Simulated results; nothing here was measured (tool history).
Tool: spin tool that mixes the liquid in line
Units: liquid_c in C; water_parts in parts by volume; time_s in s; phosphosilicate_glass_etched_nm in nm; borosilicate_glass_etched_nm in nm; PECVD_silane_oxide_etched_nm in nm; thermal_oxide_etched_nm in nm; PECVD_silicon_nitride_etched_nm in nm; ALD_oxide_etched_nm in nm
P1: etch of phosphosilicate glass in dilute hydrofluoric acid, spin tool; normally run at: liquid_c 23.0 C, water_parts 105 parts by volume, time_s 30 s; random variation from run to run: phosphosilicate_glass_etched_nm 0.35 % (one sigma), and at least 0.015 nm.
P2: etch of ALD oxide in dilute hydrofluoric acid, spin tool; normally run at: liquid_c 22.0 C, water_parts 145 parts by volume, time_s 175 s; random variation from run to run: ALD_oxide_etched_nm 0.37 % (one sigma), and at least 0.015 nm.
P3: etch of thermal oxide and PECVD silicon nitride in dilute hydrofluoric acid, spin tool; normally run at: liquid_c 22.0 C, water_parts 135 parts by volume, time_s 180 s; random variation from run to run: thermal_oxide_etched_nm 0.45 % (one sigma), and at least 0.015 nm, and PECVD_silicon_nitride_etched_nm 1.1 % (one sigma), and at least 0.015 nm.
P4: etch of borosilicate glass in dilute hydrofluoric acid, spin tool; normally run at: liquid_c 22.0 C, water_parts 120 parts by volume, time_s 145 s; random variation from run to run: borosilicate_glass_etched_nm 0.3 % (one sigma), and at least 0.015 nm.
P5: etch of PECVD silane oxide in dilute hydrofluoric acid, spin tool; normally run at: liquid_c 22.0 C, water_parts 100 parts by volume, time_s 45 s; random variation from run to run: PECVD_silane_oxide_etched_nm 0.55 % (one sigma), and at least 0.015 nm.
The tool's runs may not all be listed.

run	hour	process	liquid_c	water_parts	time_s	hours since the thermometer was replaced	hours since the hydrofluoric acid flow meter was replaced	phosphosilicate_glass_etched_nm	borosilicate_glass_etched_nm	PECVD_silane_oxide_etched_nm	thermal_oxide_etched_nm	PECVD_silicon_nitride_etched_nm	ALD_oxide_etched_nm
1	12.5	P1	23.0	105	30	323.3	88.3	35.873					
2	21.9	P4	22.0	120	145	332.7	97.7		31.054				
3	33.6	P4	26.0	120	145	344.4	109.4		36.256				
4	48.4	P4	22.0	120	265	359.2	124.2		56.436				
5	58.7	P5	22.0	100	45	369.5	134.5			13.5860			
6	66.7	P1	17.5	105	30	377.5	142.5	28.611					
7	81.2	P4	22.0	120	145	392.0	157.0		30.905				
8	93.5	P1	23.0	30	30	404.3	169.3	138.000					
9	107.7	P3	22.0	135	180	418.5	183.5				5.6416	2.0039	
10	120.1	P2	22.0	240	175	430.9	195.9						7.6243
11	137.7	P1	19.5	105	45	448.5	213.5	46.670					
12	154.4	P2	22.0	145	295	465.2	230.2						23.5720
13	168.0	P5	17.0	100	45	478.8	243.8			10.8490			
14	182.7	P1	23.0	105	30	493.5	258.5	35.780					
15	193.5	P1	23.0	105	30	504.3	269.3	35.889					
16	204.8	P1	29.0	105	30	515.6	280.6	44.923					
17	215.1	P3	22.0	135	270	525.9	290.9				8.4164	2.9813	
18	225.8	P5	22.0	100	45	536.6	301.6			13.4000			
19	233.7	P5	22.0	30	45	544.5	309.5			49.1220			
20	249.2	P3	22.0	50	180	560.0	325.0				16.8860	5.3152	
21	264.5	P1	23.0	105	55	575.3	340.3	65.799					
22	278.4	P1	28.0	60	30	589.2	354.2	80.680					
23	288.5	P5	22.0	100	15	599.3	364.3			4.4954			
24	303.5	P3	17.0	135	180	614.3	379.3				4.6247	1.4091	
25	318.9	P1	23.0	180	30	629.7	394.7	19.218					
26	335.9	P1	23.0	105	15	646.7	411.7	18.056					
27	347.4	P2	17.0	145	175	658.2	423.2						11.4450
28	355.6	P2	22.0	145	175	666.4	431.4						14.1000
29	365.7	P1	23.0	30	60	676.5	441.5	275.630					
30	383.0	P4	22.0	25	145	693.8	458.8		166.610				
31	400.2	P1	23.0	105	30	711.0	476.0	35.811					
32	408.6	P1	23.0	105	30	719.4	484.4	35.740					
33	425.6	P1	23.0	105	30	736.4	501.4	37.119					
34	434.7	P1	23.0	105	30	745.5	510.5	37.180					
35	448.8	P1	23.0	105	30	759.6	524.6	37.675					
36	462.7	P1	23.0	105	30	773.5	538.5	37.805					
37	478.5	P1	23.0	105	30	789.3	554.3	37.868					
38	487.4	P1	23.0	105	30	798.2	563.2	37.765					
39	496.8	P1	23.0	105	30	807.6	572.6	38.146					
40	509.4	P1	23.0	105	30	820.2	585.2	37.968					

What P1 gives has crept away from where it was. These 2 causes fit the log equally well, each at the size given:
A: liquid hotter than its thermometer reads (K) = 1.56
B: hydrofluoric acid flow above the setpoint (%) = 5.62
The creep began at about hour 408.6.

4 check runs are offered, each on 5 wafers whose results are averaged, their results left as question marks. Which one tells the causes apart?
check 1	522.0	P4	22.0	120	145				?				
check 2	522.0	P5	22.0	100	45					?			
check 3	522.0	P2	22.0	145	175								?
check 4	522.0	P3	22.0	135	180						?	?	

What each check would give under each cause:
check	result	if A	if B
check 1	borosilicate_glass_etched_nm	32.905	32.918
check 2	PECVD_silane_oxide_etched_nm	14.3160	14.2940
check 3	ALD_oxide_etched_nm	14.8820	14.9210
check 4	thermal_oxide_etched_nm	6.0030	6.0132
check 4	PECVD_silicon_nitride_etched_nm	2.2101	2.1051
How far apart the two closest causes lie, in the result that separates them most: check 1 0.04 %; check 2 0.16 %; check 3 0.27 %; check 4 4.87 %
Check 4 tells the causes apart: in the others they would give nearly the same result.

Check 4 was then run and gave: thermal_oxide_etched_nm 6.0006 nm; PECVD_silicon_nitride_etched_nm 2.1988 nm. Which cause is it?

It is A: liquid hotter than its thermometer reads (K).
